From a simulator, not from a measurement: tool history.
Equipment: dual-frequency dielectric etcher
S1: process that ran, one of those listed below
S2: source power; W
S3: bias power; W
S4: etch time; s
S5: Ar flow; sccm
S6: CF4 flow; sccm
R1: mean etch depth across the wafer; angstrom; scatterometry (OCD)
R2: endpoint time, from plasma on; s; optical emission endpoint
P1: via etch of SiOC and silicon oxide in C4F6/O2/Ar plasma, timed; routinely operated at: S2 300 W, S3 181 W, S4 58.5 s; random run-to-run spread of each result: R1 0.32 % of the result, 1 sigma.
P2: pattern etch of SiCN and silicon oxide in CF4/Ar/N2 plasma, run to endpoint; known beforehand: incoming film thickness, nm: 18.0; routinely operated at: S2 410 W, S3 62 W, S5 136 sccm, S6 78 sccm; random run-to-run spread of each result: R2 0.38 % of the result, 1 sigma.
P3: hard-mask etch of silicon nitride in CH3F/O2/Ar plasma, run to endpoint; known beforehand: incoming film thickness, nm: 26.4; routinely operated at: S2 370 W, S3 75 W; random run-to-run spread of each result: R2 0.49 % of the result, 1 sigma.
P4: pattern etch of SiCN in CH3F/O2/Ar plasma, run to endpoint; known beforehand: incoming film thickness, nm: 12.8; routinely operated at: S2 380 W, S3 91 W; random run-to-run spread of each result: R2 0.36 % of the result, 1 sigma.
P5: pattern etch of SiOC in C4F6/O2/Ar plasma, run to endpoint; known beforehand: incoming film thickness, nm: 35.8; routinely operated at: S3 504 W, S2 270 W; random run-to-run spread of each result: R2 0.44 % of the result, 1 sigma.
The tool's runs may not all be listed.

run 1 day=0.354 | S1=P1 S2=300 S3=181 S4=58.5 | R1=585.86
run 2 day=0.708 | S1=P3 S2=370 S3=75 | R2=38.314
run 3 day=0.962 | S1=P1 S2=300 S3=181 S4=58.5 | R1=586.52
run 4 day=1.175 | S1=P2 S2=410 S3=62 S5=105 S6=78 | R2=23.390
run 5 day=1.388 | S1=P3 S2=370 S3=51 | R2=44.068
run 6 day=1.725 | S1=P2 S2=410 S3=62 S5=136 S6=47 | R2=26.669
run 7 day=1.992 | S1=P5 S2=150 S3=504 | R2=17.285
run 8 day=2.279 | S1=P4 S2=380 S3=91 | R2=32.964
run 9 day=2.479 | S1=P2 S2=410 S3=62 S5=136 S6=78 | R2=24.362
run 10 day=2.842 | S1=P2 S2=290 S3=62 S5=136 S6=78 | R2=33.034
run 11 day=3.133 | S1=P5 S2=270 S3=396 | R2=15.235
run 12 day=3.408 | S1=P5 S2=270 S3=504 | R2=13.984
run 13 day=3.621 | S1=P2 S2=410 S3=62 S5=136 S6=78 | R2=24.329
run 14 day=3.812 | S1=P1 S2=180 S3=181 S4=75.5 | R1=622.27
run 15 day=4.083 | S1=P5 S2=270 S3=504 | R2=13.882
run 16 day=4.329 | S1=P4 S2=380 S3=126 | R2=29.187
run 17 day=4.700 | S1=P4 S2=500 S3=91 | R2=29.673
run 18 day=5.088 | S1=P1 S2=300 S3=235 S4=58.5 | R1=639.30
run 19 day=5.338 | S1=P1 S2=300 S3=181 S4=45.5 | R1=455.97
run 20 day=5.629 | S1=P1 S2=400 S3=181 S4=58.5 | R1=654.56
run 21 day=6.004 | S1=P1 S2=300 S3=181 S4=58.5 | R1=589.36
run 22 day=6.192 | S1=P1 S2=300 S3=181 S4=84.0 | R1=842.72
run 23 day=6.425 | S1=P1 S2=300 S3=140 S4=58.5 | R1=540.04
run 24 day=6.779 | S1=P2 S2=410 S3=76 S5=136 S6=78 | R2=22.886
run 25 day=6.983 | S1=P1 S2=300 S3=181 S4=58.5 | R1=587.34
run 26 day=7.229 | S1=P3 S2=300 S3=75 | R2=41.758
run 27 day=7.425 | S1=P1 S2=240 S3=181 S4=58.5 | R1=537.30
run 28 day=7.692 | S1=P1 S2=300 S3=181 S4=58.5 | R1=586.85
run 29 day=7.950 | S1=P1 S2=370 S3=181 S4=81.0 | R1=882.04
run 30 day=8.204 | S1=P1 S2=200 S3=131 S4=58.5 | R1=451.78
run 31 day=8.542 | S1=P1 S2=300 S3=181 S4=58.5 | R1=583.49
run 32 day=8.921 | S1=P1 S2=300 S3=181 S4=58.5 | R1=593.36
run 33 day=9.142 | S1=P1 S2=300 S3=181 S4=58.5 | R1=594.07
-- day=9.354 wet clean of the chamber
run 34 day=9.479 | S1=P1 S2=300 S3=181 S4=58.5 | R1=591.97
run 35 day=9.708 | S1=P1 S2=300 S3=181 S4=58.5 | R1=595.40
run 36 day=9.958 | S1=P1 S2=300 S3=181 S4=58.5 | R1=595.22
run 37 day=10.138 | S1=P1 S2=300 S3=181 S4=58.5 | R1=595.71
run 38 day=10.475 | S1=P1 S2=300 S3=181 S4=58.5 | R1=598.68
run 39 day=10.662 | S1=P1 S2=300 S3=181 S4=58.5 | R1=593.16

The output of P1 has drifted from where it used to be. Each of the 2 causes below, taken at the size shown beside it, accounts for the log equally well:
A: bias power that arrives over what is set, % = 4.95
B: source power that arrives over what is set, % = 4.23
The drift started at roughly day 8.542.
Excluded causes, each with its reason:
chamber walls in a state that raises the etch rate, %: was serviced at day 9.354, once the creep was under way, yet the earlier output never came back

You are offered 4 check runs, listed below with question marks in place of their results; each one averages 2 wafers. Which run separates the listed causes by giving clearly different results for each?
run check 1 day=10.850 | S1=P4 S2=380 S3=91 | R2=?
run check 2 day=10.850 | S1=P2 S2=410 S3=62 S5=136 S6=78 | R2=?
run check 3 day=10.850 | S1=P5 S2=270 S3=504 | R2=?
run check 4 day=10.850 | S1=P3 S2=370 S3=75 | R2=?

What every check run would give for each of its results, assuming each possible cause in turn:
check=check_1 result=R2 if_A=32.330 if_B=32.418
check=check_2 result=R2 if_A=24.065 if_B=23.587
check=check_3 result=R2 if_A=13.649 if_B=13.694
check=check_4 result=R2 if_A=37.835 if_B=37.882
Gap, in per cent, between the two causes that each check separates least, read from the result that separates them most: check 1 0.27 %; check 2 2 %; check 3 0.33 %; check 4 0.12 %
Only check 2 tells the causes apart: in the others they would give nearly the same result.

Running check 2 produced the following: R2 24.036 s. Which one of the listed causes fits?

A is the cause: bias power that arrives over what is set, %.

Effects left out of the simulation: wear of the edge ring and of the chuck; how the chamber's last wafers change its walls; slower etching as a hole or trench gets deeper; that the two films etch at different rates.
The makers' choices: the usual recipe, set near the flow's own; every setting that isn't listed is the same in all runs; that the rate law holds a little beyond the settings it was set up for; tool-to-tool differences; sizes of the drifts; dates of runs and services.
